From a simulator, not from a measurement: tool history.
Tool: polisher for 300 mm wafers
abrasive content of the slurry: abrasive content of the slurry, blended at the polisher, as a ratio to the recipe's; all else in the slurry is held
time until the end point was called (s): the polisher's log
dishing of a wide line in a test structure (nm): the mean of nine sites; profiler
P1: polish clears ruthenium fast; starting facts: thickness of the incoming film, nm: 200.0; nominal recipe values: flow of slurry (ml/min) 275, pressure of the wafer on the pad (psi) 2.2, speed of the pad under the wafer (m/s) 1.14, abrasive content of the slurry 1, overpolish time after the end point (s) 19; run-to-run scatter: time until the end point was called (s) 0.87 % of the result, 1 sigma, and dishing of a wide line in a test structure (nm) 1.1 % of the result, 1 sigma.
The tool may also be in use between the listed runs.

run   hour  flow of slurry (ml/min)  pressure of the wafer on the pad (psi)  speed of the pad under the wafer (m/s)  abrasive content of the slurry  overpolish time after the end point (s)  wafers polished on this pad  hours since the slurry nozzle was cleaned  hours since the head pressure was calibrated  hours since the slurry blender was calibrated  time until the end point was called (s)  dishing of a wide line in a test structure (nm)
  1    3.4                      275                                     2.2                                    1.14                               1                                       19                          844                                      234.8                                         376.2                                           94.6                                   49.716                                           58.093
  2    7.7                      275                                     2.2                                    1.54                               1                                        9                          888                                      239.1                                         380.5                                           98.9                                   37.547                                           38.853
  3   12.4                      275                                     2.2                                    1.14                               1                                       19                          935                                      243.8                                         385.2                                          103.6                                   49.723                                            56.96
  4   17.8                      275                                     2.2                                     1.8                               1                                       19                          990                                      249.2                                         390.6                                            109                                   31.718                                           83.879
  5   24.2                      435                                     2.2                                    1.14                               1                                       19                         1055                                      255.6                                           397                                          115.4                                   48.278                                           59.574
  6   27.5                      275                                     2.8                                    1.14                               1                                       19                         1088                                      258.9                                         400.3                                          118.7                                   38.806                                           69.584
  7   31.3                      275                                     1.1                                    1.14                               1                                       19                         1127                                      262.7                                         404.1                                          122.5                                   99.881                                           30.772
  8   34.5                      275                                     2.2                                    1.14                               1                                       19                         1159                                      265.9                                         407.3                                          125.7                                   50.087                                           57.054
  9   40.5                      275                                     2.2                                    1.14                               1                                       19                         1220                                      271.9                                         413.3                                          131.7                                   50.132                                           57.329
 10   43.4                      275                                     2.2                                    1.14                               1                                       35                         1249                                      274.8                                         416.2                                          134.6                                   50.235                                           93.489
 11   49.1                      275                                     2.2                                    1.14                               1                                       10                         1307                                      280.5                                         421.9                                          140.3                                   50.188                                           31.666
 12     55                      275                                     2.2                                    1.14                               1                                       19                         1367                                      286.4                                         427.8                                          146.2                                   49.582                                           57.365
 13   59.7                      210                                     2.8                                    1.14                               1                                       19                         1414                                      291.1                                         432.5                                          150.9                                   40.316                                           69.867
 14   65.4                      185                                     2.2                                    1.14                               1                                       19                         1472                                      296.8                                         438.2                                          156.6                                   52.933                                            54.32
 15   71.3                      275                                     2.2                                    1.14                            1.25                                       19                         1532                                      302.7                                         444.1                                          162.5                                   46.102                                            62.29
 16   76.4                      275                                     2.2                                    1.14                               1                                       19                         1583                                      307.8                                         449.2                                          167.6                                   50.714                                           57.379
 17   82.3                      275                                     2.2                                    0.58                               1                                       19                         1643                                      313.7                                         455.1                                          173.5                                     97.6                                           31.634
 18     89                      275                                     2.2                                    1.14                            0.55                                       19                         1711                                      320.4                                         461.8                                          180.2                                    68.92                                           43.304
 19   92.8                      340                                     2.2                                    1.14                               1                                        6                         1749                                      324.2                                         465.6                                            184                                   48.033                                           20.301
 20   95.7                      275                                     2.2                                    1.14                               1                                       19                         1779                                      327.1                                         468.5                                          186.9                                   50.131                                           57.656
 21  100.8                      275                                     2.2                                    1.14                               1                                       19                         1830                                      332.2                                         473.6                                            192                                   50.305                                           56.796
 22  103.9                      275                                     2.2                                    1.14                               1                                       19                         1862                                      335.3                                         476.7                                          195.1                                   51.596                                           55.909
 23  107.7                      275                                     2.2                                    1.14                               1                                       19                         1900                                      339.1                                         480.5                                          198.9                                   53.284                                           53.787
 24  110.8                      275                                     2.2                                    1.14                               1                                       19                         1932                                      342.2                                         483.6                                            202                                       54                                           53.212
 25  114.5                      275                                     2.2                                    1.14                               1                                       19                         1969                                      345.9                                         487.3                                          205.7                                   54.836                                           52.325
     115.7  -- head pressure recalibrated
 26  118.5                      275                                     2.2                                    1.14                               1                                       19                         2010                                      349.9                                           2.9                                          209.7                                   55.647                                           51.243
     122.3  -- slurry nozzle cleaned
 27  122.4                      275                                     2.2                                    1.14                               1                                       19                         2049                                        0.2                                           6.8                                          213.6                                   55.791                                            52.12
 28  126.8                      275                                     2.2                                    1.14                               1                                       19                         2094                                        4.6                                          11.2                                            218                                   56.883                                           51.846
 29  130.5                      275                                     2.2                                    1.14                               1                                       19                         2131                                        8.3                                          14.9                                          221.7                                    55.74                                           50.781

Compared with where it was, what P1 gives has crept away. Each cause listed below fits the log as well as the rest, at the size given for it:
A: removal rate lost through wear of the pad, % = 11.6
B: abrasive missing from the slurry, % = 22.4
The gradual shift began around hour 100.8.
Each remaining cause and why it is not a fit:
slurry flow missing at the pad, %: serviced at hour 122.3, after the drift had started, without restoring the earlier output
head's pressure below its setpoint, %: serviced at hour 115.7, after the drift had started, without restoring the earlier output

Below are 4 check runs, each averaged over 3 wafers, with their results shown as question marks. Which of them would give clearly different results depending on which cause is behind the drift?
check 1  134.2                      350                                     2.2                                    1.74                               1                                       19                                                                                                                                                                                                             ?                                                ?
check 2  134.2                      275                                     2.2                                    1.14                            0.55                                       26                                                                                                                                                                                                             ?                                                ?
check 3  134.2                      275                                     2.2                                     0.6                               1                                       19                                                                                                                                                                                                             ?                                                ?
check 4  134.2                      415                                     2.2                                    1.14                               1                                       11                                                                                                                                                                                                             ?                                                ?

How each check would come out, cause by cause:
  check                                           result    if A    if B
check 1          time until the end point was called (s)  36.257  36.256
check 1  dishing of a wide line in a test structure (nm)  74.958  74.959
check 2          time until the end point was called (s)   77.52  80.444
check 2  dishing of a wide line in a test structure (nm)  51.317   49.67
check 3          time until the end point was called (s)  107.36  107.36
check 3  dishing of a wide line in a test structure (nm)   28.69  28.691
check 4          time until the end point was called (s)  54.675  54.675
check 4  dishing of a wide line in a test structure (nm)  32.326  32.326
Gap, in per cent, between the two causes that each check separates least, read from the result that separates them most: check 1 0 %; check 2 3.7 %; check 3 0 %; check 4 0 %
Only in check 2 would the causes give clearly different results; in the remaining checks their results would be nearly the same.

The results of check 2 are: time until the end point was called (s) 80.012; dishing of a wide line in a test structure (nm) 49.806. Based on these, which of the listed causes is it?

The cause is B: abrasive missing from the slurry, %.
